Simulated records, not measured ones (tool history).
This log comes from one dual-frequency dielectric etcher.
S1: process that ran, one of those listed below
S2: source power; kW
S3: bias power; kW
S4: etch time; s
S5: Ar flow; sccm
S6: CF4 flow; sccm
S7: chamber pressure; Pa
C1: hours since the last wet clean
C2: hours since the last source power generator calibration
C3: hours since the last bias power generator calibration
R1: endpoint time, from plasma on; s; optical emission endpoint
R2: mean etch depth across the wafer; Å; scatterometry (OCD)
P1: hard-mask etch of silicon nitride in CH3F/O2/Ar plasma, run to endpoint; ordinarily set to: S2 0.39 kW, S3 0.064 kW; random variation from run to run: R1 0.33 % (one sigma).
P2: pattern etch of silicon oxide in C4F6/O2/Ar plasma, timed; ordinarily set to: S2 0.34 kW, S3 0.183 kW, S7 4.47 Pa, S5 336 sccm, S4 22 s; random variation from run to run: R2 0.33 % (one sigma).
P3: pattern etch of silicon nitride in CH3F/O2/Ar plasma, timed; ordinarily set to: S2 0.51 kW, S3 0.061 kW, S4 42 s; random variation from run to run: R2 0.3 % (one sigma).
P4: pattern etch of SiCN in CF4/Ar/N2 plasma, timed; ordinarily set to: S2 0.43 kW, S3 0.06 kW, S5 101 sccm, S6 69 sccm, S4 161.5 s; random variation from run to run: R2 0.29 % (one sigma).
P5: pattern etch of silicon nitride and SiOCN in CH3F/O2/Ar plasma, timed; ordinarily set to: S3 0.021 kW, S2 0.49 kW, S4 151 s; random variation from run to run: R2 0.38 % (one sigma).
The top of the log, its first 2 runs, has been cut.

run 3 day=0.729 | S1=P3 S2=0.51 S3=0.061 S4=52.5 | C1=285 C2=1769.3 C3=236.1 | R2=380.18
run 4 day=0.942 | S1=P1 S2=0.5 S3=0.064 | C1=290.1 C2=1774.4 C3=241.2 | R1=69.28
run 5 day=1.208 | S1=P3 S2=0.72 S3=0.061 S4=42 | C1=296.5 C2=1780.8 C3=247.6 | R2=347.96
run 6 day=1.458 | S1=P1 S2=0.39 S3=0.064 | C1=302.5 C2=1786.8 C3=253.6 | R1=76.345
run 7 day=1.679 | S1=P1 S2=0.39 S3=0.064 | C1=307.8 C2=1792.1 C3=258.9 | R1=76.371
run 8 day=1.958 | S1=P3 S2=0.51 S3=0.061 S4=42 | C1=314.5 C2=1798.8 C3=265.6 | R2=302.32
run 9 day=2.138 | S1=P4 S2=0.43 S3=0.06 S4=220 S5=101 S6=69 | C1=318.8 C2=1803.1 C3=269.9 | R2=1754.4
run 10 day=2.362 | S1=P1 S2=0.39 S3=0.064 | C1=324.2 C2=1808.5 C3=275.3 | R1=76.246
run 11 day=2.658 | S1=P1 S2=0.39 S3=0.064 | C1=331.3 C2=1815.6 C3=282.4 | R1=76.208
run 12 day=2.875 | S1=P1 S2=0.39 S3=0.038 | C1=336.5 C2=1820.8 C3=287.6 | R1=90.207
run 13 day=3.117 | S1=P4 S2=0.43 S3=0.06 S4=161.5 S5=101 S6=69 | C1=342.3 C2=1826.6 C3=293.4 | R2=1286.3
run 14 day=3.296 | S1=P2 S2=0.34 S3=0.183 S4=12 S5=336 S7=4.47 | C1=346.6 C2=1830.9 C3=297.7 | R2=339.37
run 15 day=3.629 | S1=P5 S2=0.58 S3=0.021 S4=151 | C1=354.6 C2=1838.9 C3=305.7 | R2=224.66
run 16 day=3.8 | S1=P5 S2=0.49 S3=0.021 S4=83 | C1=358.7 C2=1843 C3=309.8 | R2=116.31
run 17 day=4.058 | S1=P4 S2=0.43 S3=0.06 S4=161.5 S5=101 S6=83 | C1=364.9 C2=1849.2 C3=316 | R2=1326.3
run 18 day=4.267 | S1=P1 S2=0.39 S3=0.091 | C1=369.9 C2=1854.2 C3=321 | R1=67.399
run 19 day=4.483 | S1=P2 S2=0.34 S3=0.183 S4=22 S5=336 S7=6.33 | C1=375.1 C2=1859.4 C3=326.2 | R2=595.35
run 20 day=4.683 | S1=P5 S2=0.49 S3=0.021 S4=151 | C1=379.9 C2=1864.2 C3=331 | R2=212.71
run 21 day=4.85 | S1=P4 S2=0.43 S3=0.04 S4=161.5 S5=101 S6=69 | C1=383.9 C2=1868.2 C3=335 | R2=1126.8
run 22 day=5.038 | S1=P1 S2=0.48 S3=0.046 | C1=388.4 C2=1872.7 C3=339.5 | R1=78.15
run 23 day=5.258 | S1=P2 S2=0.47 S3=0.183 S4=22 S5=336 S7=4.47 | C1=393.7 C2=1878 C3=344.8 | R2=702.51
run 24 day=5.433 | S1=P2 S2=0.34 S3=0.183 S4=22 S5=244 S7=4.47 | C1=397.9 C2=1882.2 C3=349 | R2=642.26
run 25 day=5.758 | S1=P4 S2=0.26 S3=0.06 S4=161.5 S5=101 S6=69 | C1=405.7 C2=1890 C3=356.8 | R2=830.3

The next listed run, before its measurement:
run 26 day=6.042 | S1=P2 S2=0.34 S3=0.251 S4=22 S5=336 S7=4.47 | C1=412.5 C2=1896.8 C3=363.6 | R2=?

{"run 26": {"R2": 691.54}}
